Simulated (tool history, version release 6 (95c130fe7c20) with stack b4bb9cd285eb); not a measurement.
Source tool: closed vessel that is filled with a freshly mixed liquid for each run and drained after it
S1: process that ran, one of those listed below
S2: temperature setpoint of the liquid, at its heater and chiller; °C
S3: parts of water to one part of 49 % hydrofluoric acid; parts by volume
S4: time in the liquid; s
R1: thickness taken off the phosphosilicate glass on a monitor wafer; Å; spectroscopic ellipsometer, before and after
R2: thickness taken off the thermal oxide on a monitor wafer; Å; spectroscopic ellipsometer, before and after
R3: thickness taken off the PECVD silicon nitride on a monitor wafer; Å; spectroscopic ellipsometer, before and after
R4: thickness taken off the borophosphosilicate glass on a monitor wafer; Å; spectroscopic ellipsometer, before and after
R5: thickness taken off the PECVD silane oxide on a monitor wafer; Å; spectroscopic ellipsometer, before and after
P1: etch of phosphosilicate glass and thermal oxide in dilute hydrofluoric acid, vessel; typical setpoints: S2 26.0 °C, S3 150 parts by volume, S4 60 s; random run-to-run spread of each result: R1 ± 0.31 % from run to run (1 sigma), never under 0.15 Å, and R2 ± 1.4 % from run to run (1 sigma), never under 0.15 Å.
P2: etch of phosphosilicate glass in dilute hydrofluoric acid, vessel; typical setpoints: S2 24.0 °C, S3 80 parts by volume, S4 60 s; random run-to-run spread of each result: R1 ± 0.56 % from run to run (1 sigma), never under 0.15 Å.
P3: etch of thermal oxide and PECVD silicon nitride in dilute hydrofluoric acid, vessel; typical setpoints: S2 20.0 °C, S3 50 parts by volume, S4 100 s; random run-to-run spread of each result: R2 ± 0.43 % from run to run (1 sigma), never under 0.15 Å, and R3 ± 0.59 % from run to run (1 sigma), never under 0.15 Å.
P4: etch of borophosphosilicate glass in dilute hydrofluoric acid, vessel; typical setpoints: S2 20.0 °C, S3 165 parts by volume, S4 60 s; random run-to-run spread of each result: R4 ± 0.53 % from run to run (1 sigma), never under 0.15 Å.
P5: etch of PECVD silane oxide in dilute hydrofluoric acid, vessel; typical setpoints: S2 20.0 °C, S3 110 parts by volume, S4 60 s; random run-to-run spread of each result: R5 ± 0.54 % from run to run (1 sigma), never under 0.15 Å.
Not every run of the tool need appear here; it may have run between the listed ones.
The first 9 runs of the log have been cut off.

run 10 hour=51.9 | S1=P1 S2=26.0 S3=65 S4=100 | R1=2938.40 R2=82.8440
run 11 hour=57.7 | S1=P1 S2=31.5 S3=150 S4=60 | R1=831.89 R2=24.2280
run 12 hour=62.4 | S1=P3 S2=26.5 S3=50 S4=100 | R2=111.4500 R3=67.546
run 13 hour=68.4 | S1=P2 S2=24.0 S3=80 S4=60 | R1=582.66
run 14 hour=74.1 | S1=P5 S2=20.0 S3=175 S4=60 | R5=71.945
run 15 hour=80.0 | S1=P1 S2=26.0 S3=150 S4=30 | R1=342.63 R2=9.6554
run 16 hour=83.9 | S1=P5 S2=17.0 S3=110 S4=60 | R5=108.310
run 17 hour=89.7 | S1=P1 S2=26.0 S3=45 S4=60 | R1=2598.80 R2=74.5590
-- hour=95.3 hydrofluoric acid flow meter replaced
run 18 hour=95.4 | S1=P1 S2=26.0 S3=150 S4=60 | R1=686.39 R2=19.3240
run 19 hour=102.2 | S1=P1 S2=20.0 S3=150 S4=60 | R1=541.52 R2=15.9940
run 20 hour=106.3 | S1=P5 S2=20.0 S3=110 S4=60 | R5=122.640
run 21 hour=111.9 | S1=P2 S2=24.0 S3=80 S4=60 | R1=581.80
run 22 hour=119.0 | S1=P2 S2=24.0 S3=25 S4=60 | R1=2002.60
run 23 hour=126.0 | S1=P1 S2=26.0 S3=150 S4=60 | R1=685.30 R2=19.8500
run 24 hour=131.7 | S1=P4 S2=20.0 S3=165 S4=60 | R4=145.00
run 25 hour=139.1 | S1=P1 S2=34.0 S3=260 S4=60 | R1=456.22 R2=12.9210
run 26 hour=145.2 | S1=P1 S2=26.0 S3=150 S4=110 | R1=1260.00 R2=36.4800
run 27 hour=151.5 | S1=P3 S2=20.0 S3=50 S4=100 | R2=85.4550 R3=43.208
run 28 hour=158.6 | S1=P1 S2=26.0 S3=150 S4=60 | R1=681.37 R2=19.2280

Run 29 comes next. What will it give?
run 29 hour=163.4 | S1=P5 S2=20.0 S3=110 S4=30 | R5=?

R5: 61.598 Å
